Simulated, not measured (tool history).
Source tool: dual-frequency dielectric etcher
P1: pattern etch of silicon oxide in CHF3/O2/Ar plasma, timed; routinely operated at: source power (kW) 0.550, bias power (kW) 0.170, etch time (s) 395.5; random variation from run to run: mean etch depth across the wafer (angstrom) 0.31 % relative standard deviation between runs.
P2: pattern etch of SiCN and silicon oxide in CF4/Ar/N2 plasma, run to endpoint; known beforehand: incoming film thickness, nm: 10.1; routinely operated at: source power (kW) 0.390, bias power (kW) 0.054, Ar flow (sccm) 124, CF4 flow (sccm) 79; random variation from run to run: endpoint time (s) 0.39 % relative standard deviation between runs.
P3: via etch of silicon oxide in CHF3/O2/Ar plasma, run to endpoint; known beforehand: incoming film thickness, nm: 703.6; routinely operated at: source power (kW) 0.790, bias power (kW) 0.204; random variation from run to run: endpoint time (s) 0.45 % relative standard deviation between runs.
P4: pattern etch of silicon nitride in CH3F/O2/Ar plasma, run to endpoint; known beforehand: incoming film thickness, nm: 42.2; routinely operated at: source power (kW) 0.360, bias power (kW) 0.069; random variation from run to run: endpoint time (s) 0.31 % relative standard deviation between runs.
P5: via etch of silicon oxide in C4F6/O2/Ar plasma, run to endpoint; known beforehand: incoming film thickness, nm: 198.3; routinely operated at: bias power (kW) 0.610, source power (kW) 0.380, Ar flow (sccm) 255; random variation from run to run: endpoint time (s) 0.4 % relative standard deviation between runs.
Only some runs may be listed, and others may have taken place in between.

run,hour,process that ran,source power (kW),bias power (kW),etch time (s),Ar flow (sccm),CF4 flow (sccm),hours since the last wet clean,hours since the last source power generator calibration,hours since the last bias power generator calibration,mean etch depth across the wafer (angstrom),endpoint time (s)
1,10.1,P1,0.550,0.170,395.5,,,87.7,1655.2,1297.3,7646.5,
2,21.2,P5,0.380,0.610,,255,,98.8,1666.3,1308.4,,39.917
3,30.3,P1,0.550,0.170,533.5,,,107.9,1675.4,1317.5,10267.0,
4,37.7,P4,0.360,0.049,,,,115.3,1682.8,1324.9,,71.529
5,48.2,P4,0.360,0.069,,,,125.8,1693.3,1335.4,,63.818
6,56.5,P1,0.550,0.170,395.5,,,134.1,1701.6,1343.7,7644.1,
7,68.5,P1,0.550,0.170,247.5,,,146.1,1713.6,1355.7,4777.0,
8,77.5,P1,0.550,0.206,395.5,,,155.1,1722.6,1364.7,8186.6,
9,89.5,P2,0.390,0.070,,124,79,167.1,1734.6,1376.7,,13.836
10,99.7,P3,0.790,0.204,,,,177.3,1744.8,1386.9,,309.710
11,108.3,P3,0.790,0.119,,,,185.9,1753.4,1395.5,,370.100
12,115.0,P1,0.550,0.170,395.5,,,192.6,1760.1,1402.2,7632.5,
13,122.6,P1,0.360,0.229,395.5,,,200.2,1767.7,1409.8,7194.6,
14,131.4,P3,0.500,0.204,,,,209.0,1776.5,1418.6,,365.300
15,141.9,P2,0.390,0.054,,124,79,219.5,1787.0,1429.1,,15.011
16,151.6,P3,0.790,0.204,,,,229.2,1796.7,1438.8,,309.570
17,159.6,P1,0.550,0.139,395.5,,,237.2,1804.7,1446.8,7162.8,
18,171.5,P1,0.550,0.170,395.5,,,249.1,1816.6,1458.7,7619.0,
19,181.1,P1,0.550,0.170,395.5,,,258.7,1826.2,1468.3,7627.0,
20,187.3,P5,0.520,0.610,,255,,264.9,1832.4,1474.5,,35.877
21,198.7,P5,0.380,0.400,,255,,276.3,1843.8,1485.9,,46.843
22,208.8,P5,0.380,0.610,,175,,286.4,1853.9,1496.0,,38.459
23,215.8,P2,0.390,0.054,,124,97,293.4,1860.9,1503.0,,14.469
24,223.5,P2,0.280,0.054,,124,79,301.1,1868.6,1510.7,,20.277
25,230.2,P1,0.450,0.124,395.5,,,307.8,1875.3,1517.4,6375.7,
26,238.3,P4,0.220,0.069,,,,315.9,1883.4,1525.5,,77.345
27,248.0,P1,0.440,0.170,395.5,,,325.6,1893.1,1535.2,6988.8,
28,255.5,P5,0.380,0.610,,255,,333.1,1900.6,1542.7,,39.933
29,265.3,P1,0.680,0.170,395.5,,,342.9,1910.4,1552.5,8249.4,
30,270.7,P2,0.390,0.054,,167,79,348.3,1915.8,1557.9,,15.805
31,278.3,P1,0.550,0.170,395.5,,,355.9,1923.4,1565.5,7674.4,
32,287.6,P1,0.550,0.170,395.5,,,365.2,1932.7,1574.8,7691.8,
33,297.8,P1,0.550,0.170,395.5,,,375.4,1942.9,1585.0,7780.0,
34,304.1,P1,0.550,0.170,395.5,,,381.7,1949.2,1591.3,7761.2,
35,316.1,P1,0.550,0.170,395.5,,,393.7,1961.2,1603.3,7734.6,
# hour 323.5: wet clean of the chamber
36,327.2,P1,0.550,0.170,395.5,,,3.7,1972.3,1614.4,7715.0,
37,337.4,P1,0.550,0.170,395.5,,,13.9,1982.5,1624.6,7747.0,
38,343.9,P1,0.550,0.170,395.5,,,20.4,1989.0,1631.1,7761.7,
39,353.5,P1,0.550,0.170,395.5,,,30.0,1998.6,1640.7,7745.9,
40,360.6,P1,0.550,0.170,395.5,,,37.1,2005.7,1647.8,7734.7,

P1 has crept away from where it was. The log is fitted equally well by each of these 2 causes, at the sizes shown:
A: source power that arrives over what is set, % = 4.16
B: bias power that arrives over what is set, % = 4.76
At approximately hour 278.3, the process output began to creep.
Ruled out, with reasons:
chamber walls in a state that raises the etch rate, %: serviced at hour 323.5, which brought nothing back

Each of the check runs listed below is run on 2 wafers and reports their average, with the results left as question marks. Pick the one under which the possible causes would lead to clearly different results.
check 1,367.7,P4,0.360,0.069,,,,,,,,?
check 2,367.7,P5,0.380,0.610,,255,,,,,,?
check 3,367.7,P3,0.790,0.204,,,,,,,,?
check 4,367.7,P2,0.390,0.054,,124,79,,,,,?

What every check run would give for each of its results, assuming each possible cause in turn:
check,result,if A,if B
check 1,endpoint time (s),63.246,63.213
check 2,endpoint time (s),39.475,39.354
check 3,endpoint time (s),303.870,303.810
check 4,endpoint time (s),14.523,14.830
Per check, the gap between the least separated pair of causes, taken in the result that splits them most: check 1 0.05 %; check 2 0.31 %; check 3 0.02 %; check 4 2.1 %
Only check 4 tells the causes apart: in the others they would give nearly the same result.

Check 4 was carried out, with these results: endpoint time (s) 14.831. Which of the listed causes is responsible?

B is the cause: bias power that arrives over what is set, %.
